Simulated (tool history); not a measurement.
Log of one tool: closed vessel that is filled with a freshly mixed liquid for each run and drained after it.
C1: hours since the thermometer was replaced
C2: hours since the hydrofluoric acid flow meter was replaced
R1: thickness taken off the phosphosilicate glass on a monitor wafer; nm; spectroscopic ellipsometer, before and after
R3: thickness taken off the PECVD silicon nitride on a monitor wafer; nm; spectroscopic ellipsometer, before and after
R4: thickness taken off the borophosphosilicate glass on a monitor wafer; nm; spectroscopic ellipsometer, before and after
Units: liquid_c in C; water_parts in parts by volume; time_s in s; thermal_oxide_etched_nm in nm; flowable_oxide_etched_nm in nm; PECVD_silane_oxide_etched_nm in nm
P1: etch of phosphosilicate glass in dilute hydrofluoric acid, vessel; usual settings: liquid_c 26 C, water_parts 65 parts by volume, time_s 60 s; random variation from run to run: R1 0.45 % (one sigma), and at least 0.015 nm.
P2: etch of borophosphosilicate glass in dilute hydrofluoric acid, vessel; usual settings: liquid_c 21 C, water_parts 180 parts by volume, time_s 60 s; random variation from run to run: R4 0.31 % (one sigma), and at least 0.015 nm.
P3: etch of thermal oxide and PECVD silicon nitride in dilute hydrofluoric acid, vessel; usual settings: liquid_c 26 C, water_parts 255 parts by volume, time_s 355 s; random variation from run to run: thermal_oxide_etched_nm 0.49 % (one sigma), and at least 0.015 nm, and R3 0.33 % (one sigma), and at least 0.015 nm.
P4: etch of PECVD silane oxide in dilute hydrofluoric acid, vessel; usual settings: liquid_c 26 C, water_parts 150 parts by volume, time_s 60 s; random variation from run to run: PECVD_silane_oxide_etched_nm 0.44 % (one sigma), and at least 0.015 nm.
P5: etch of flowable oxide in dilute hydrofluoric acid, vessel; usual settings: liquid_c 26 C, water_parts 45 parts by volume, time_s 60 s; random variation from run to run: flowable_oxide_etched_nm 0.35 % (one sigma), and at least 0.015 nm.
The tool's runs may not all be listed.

Run 1, day 0.258: process P1, liquid_c 26 C, water_parts 65 parts by volume, time_s 60 s; C1 1336.7; C2 1107.7. Result: R1 97.022 nm.
Run 2, day 0.504: process P3, liquid_c 26 C, water_parts 255 parts by volume, time_s 55 s; C1 1342.6; C2 1113.6. Result: thermal_oxide_etched_nm 1.0094 nm, R3 0.99798 nm.
Run 3, day 0.779: process P2, liquid_c 21 C, water_parts 180 parts by volume, time_s 30 s; C1 1349.2; C2 1120.2. Result: R4 9.47 nm.
Run 4, day 1.096: process P1, liquid_c 26 C, water_parts 65 parts by volume, time_s 60 s; C1 1356.8; C2 1127.8. Result: R1 96.841 nm.
Run 5, day 1.242: process P3, liquid_c 26 C, water_parts 65 parts by volume, time_s 355 s; C1 1360.3; C2 1131.3. Result: thermal_oxide_etched_nm 32.164 nm, R3 24.32 nm.
Run 6, day 1.383: process P1, liquid_c 26 C, water_parts 95 parts by volume, time_s 30 s; C1 1363.7; C2 1134.7. Result: R1 31.521 nm.
Run 7, day 1.529: process P5, liquid_c 26 C, water_parts 45 parts by volume, time_s 60 s; C1 1367.2; C2 1138.2. Result: flowable_oxide_etched_nm 59.865 nm.
Run 8, day 1.85: process P5, liquid_c 31.5 C, water_parts 45 parts by volume, time_s 60 s; C1 1374.9; C2 1145.9. Result: flowable_oxide_etched_nm 74.396 nm.
Run 9, day 2.058: process P2, liquid_c 17 C, water_parts 180 parts by volume, time_s 60 s; C1 1379.9; C2 1150.9. Result: R4 16.157 nm.
Run 10, day 2.279: process P1, liquid_c 21 C, water_parts 65 parts by volume, time_s 100 s; C1 1385.2; C2 1156.2. Result: R1 130.74 nm.
Run 11, day 2.496: process P1, liquid_c 26 C, water_parts 65 parts by volume, time_s 60 s; C1 1390.4; C2 1161.4. Result: R1 96.881 nm.
Run 12, day 2.775: process P5, liquid_c 26 C, water_parts 45 parts by volume, time_s 105 s; C1 1397.1; C2 1168.1. Result: flowable_oxide_etched_nm 104.21 nm.
Run 13, day 3.033: process P2, liquid_c 21 C, water_parts 180 parts by volume, time_s 60 s; C1 1403.3; C2 1174.3. Result: R4 18.976 nm.
Run 14, day 3.233: process P4, liquid_c 26 C, water_parts 30 parts by volume, time_s 60 s; C1 1408.1; C2 1179.1. Result: PECVD_silane_oxide_etched_nm 99.742 nm.
Run 15, day 3.438: process P1, liquid_c 19.5 C, water_parts 65 parts by volume, time_s 60 s; C1 1413; C2 1184. Result: R1 73.421 nm.
Run 16, day 3.754: process P4, liquid_c 26 C, water_parts 150 parts by volume, time_s 60 s; C1 1420.6; C2 1191.6. Result: PECVD_silane_oxide_etched_nm 16.962 nm.
Run 17, day 4.012: process P5, liquid_c 26 C, water_parts 45 parts by volume, time_s 60 s; C1 1426.8; C2 1197.8. Result: flowable_oxide_etched_nm 59.938 nm.
Run 18, day 4.25: process P3, liquid_c 31.5 C, water_parts 255 parts by volume, time_s 355 s; C1 1432.5; C2 1203.5. Result: thermal_oxide_etched_nm 7.8321 nm, R3 8.6685 nm.
Run 19, day 4.533: process P1, liquid_c 26 C, water_parts 65 parts by volume, time_s 60 s; C1 1439.3; C2 1210.3. Result: R1 96.169 nm.
Run 20, day 4.758: process P4, liquid_c 26 C, water_parts 150 parts by volume, time_s 30 s; C1 1444.7; C2 1215.7. Result: PECVD_silane_oxide_etched_nm 8.4329 nm.
Run 21, day 4.929: process P1, liquid_c 26 C, water_parts 20 parts by volume, time_s 60 s; C1 1448.8; C2 1219.8. Result: R1 338.1 nm.
Run 22, day 5.112: process P2, liquid_c 21 C, water_parts 180 parts by volume, time_s 60 s; C1 1453.2; C2 1224.2. Result: R4 19.011 nm.
Run 23, day 5.392: process P3, liquid_c 26 C, water_parts 255 parts by volume, time_s 355 s; C1 1459.9; C2 1230.9. Result: thermal_oxide_etched_nm 6.5635 nm, R3 6.2803 nm.
Run 24, day 5.583: process P1, liquid_c 26 C, water_parts 65 parts by volume, time_s 30 s; C1 1464.5; C2 1235.5. Result: R1 48.137 nm.
Run 25, day 5.838: process P2, liquid_c 21 C, water_parts 45 parts by volume, time_s 60 s; C1 1470.6; C2 1241.6. Result: R4 88.536 nm.
Run 26, day 6.112: process P4, liquid_c 19.5 C, water_parts 150 parts by volume, time_s 60 s; C1 1477.2; C2 1248.2. Result: PECVD_silane_oxide_etched_nm 13.027 nm.
Run 27, day 6.354: process P1, liquid_c 26 C, water_parts 65 parts by volume, time_s 95 s; C1 1483; C2 1254. Result: R1 153.6 nm.
Run 28, day 6.633: process P1, liquid_c 26 C, water_parts 110 parts by volume, time_s 60 s; C1 1489.7; C2 1260.7. Result: R1 53.84 nm.
Run 29, day 6.829: process P1, liquid_c 31 C, water_parts 65 parts by volume, time_s 60 s; C1 1494.4; C2 1265.4. Result: R1 117.21 nm.
Run 30, day 7.125: process P1, liquid_c 26 C, water_parts 65 parts by volume, time_s 60 s; C1 1501.5; C2 1272.5. Result: R1 97.338 nm.
Run 31, day 7.404: process P5, liquid_c 26 C, water_parts 20 parts by volume, time_s 60 s; C1 1508.2; C2 1279.2. Result: flowable_oxide_etched_nm 139.5 nm.
Run 32, day 7.629: process P1, liquid_c 26 C, water_parts 65 parts by volume, time_s 60 s; C1 1513.6; C2 1284.6. Result: R1 97.061 nm.
Run 33, day 7.875: process P1, liquid_c 26 C, water_parts 65 parts by volume, time_s 60 s; C1 1519.5; C2 1290.5. Result: R1 97.029 nm.
Run 34, day 8.158: process P1, liquid_c 26 C, water_parts 65 parts by volume, time_s 60 s; C1 1526.3; C2 1297.3. Result: R1 99.789 nm.
Run 35, day 8.367: process P1, liquid_c 26 C, water_parts 65 parts by volume, time_s 60 s; C1 1531.3; C2 1302.3. Result: R1 101.56 nm.
Run 36, day 8.658: process P1, liquid_c 26 C, water_parts 65 parts by volume, time_s 60 s; C1 1538.3; C2 1309.3. Result: R1 102.22 nm.
Run 37, day 8.846: process P1, liquid_c 26 C, water_parts 65 parts by volume, time_s 60 s; C1 1542.8; C2 1313.8. Result: R1 103.19 nm.
Run 38, day 9.1: process P1, liquid_c 26 C, water_parts 65 parts by volume, time_s 60 s; C1 1548.9; C2 1319.9. Result: R1 103.48 nm.
Run 39, day 9.3: process P1, liquid_c 26 C, water_parts 65 parts by volume, time_s 60 s; C1 1553.7; C2 1324.7. Result: R1 103.44 nm.
Run 40, day 9.5: process P1, liquid_c 26 C, water_parts 65 parts by volume, time_s 60 s; C1 1558.5; C2 1329.5. Result: R1 104.18 nm.
Run 41, day 9.771: process P1, liquid_c 26 C, water_parts 65 parts by volume, time_s 60 s; C1 1565; C2 1336. Result: R1 104.56 nm.
Run 42, day 10.062: process P1, liquid_c 26 C, water_parts 65 parts by volume, time_s 60 s; C1 1572; C2 1343. Result: R1 104.04 nm.

What P1 gives has crept away from where it was. These 2 causes fit the log equally well, each at the size given:
A: liquid hotter than its thermometer reads (K) = 1.79
B: hydrofluoric acid flow above the setpoint (%) = 6.76
The creep began at about day 7.875.

4 check runs are offered, one wafer each, their results left as question marks. Which one tells the causes apart?
Run check 1, day 10.354: process P5, liquid_c 31.5 C, water_parts 25 parts by volume, time_s 60 s. Result: flowable_oxide_etched_nm ?.
Run check 2, day 10.354: process P3, liquid_c 26 C, water_parts 75 parts by volume, time_s 355 s. Result: thermal_oxide_etched_nm ?, R3 ?.
Run check 3, day 10.354: process P4, liquid_c 19.5 C, water_parts 150 parts by volume, time_s 60 s. Result: PECVD_silane_oxide_etched_nm ?.
Run check 4, day 10.354: process P2, liquid_c 17 C, water_parts 180 parts by volume, time_s 30 s. Result: R4 ?.

What each check would give under each cause:
  check                        result    if A    if B
check 1      flowable_oxide_etched_nm  148.89  148.46
check 2       thermal_oxide_etched_nm  29.552  29.591
check 2                            R3  23.838  22.632
check 3  PECVD_silane_oxide_etched_nm  14.097  14.158
check 4                            R4  8.7196  8.7603
How far apart the two closest causes lie, in the result that separates them most: check 1 0.29 %; check 2 5.19 %; check 3 0.43 %; check 4 0.47 %
Only check 2 tells the causes apart: in the others they would give nearly the same result.

Check 2 was then run and gave: thermal_oxide_etched_nm 29.367 nm; R3 23.761 nm. Which cause is it?

It is A: liquid hotter than its thermometer reads (K).
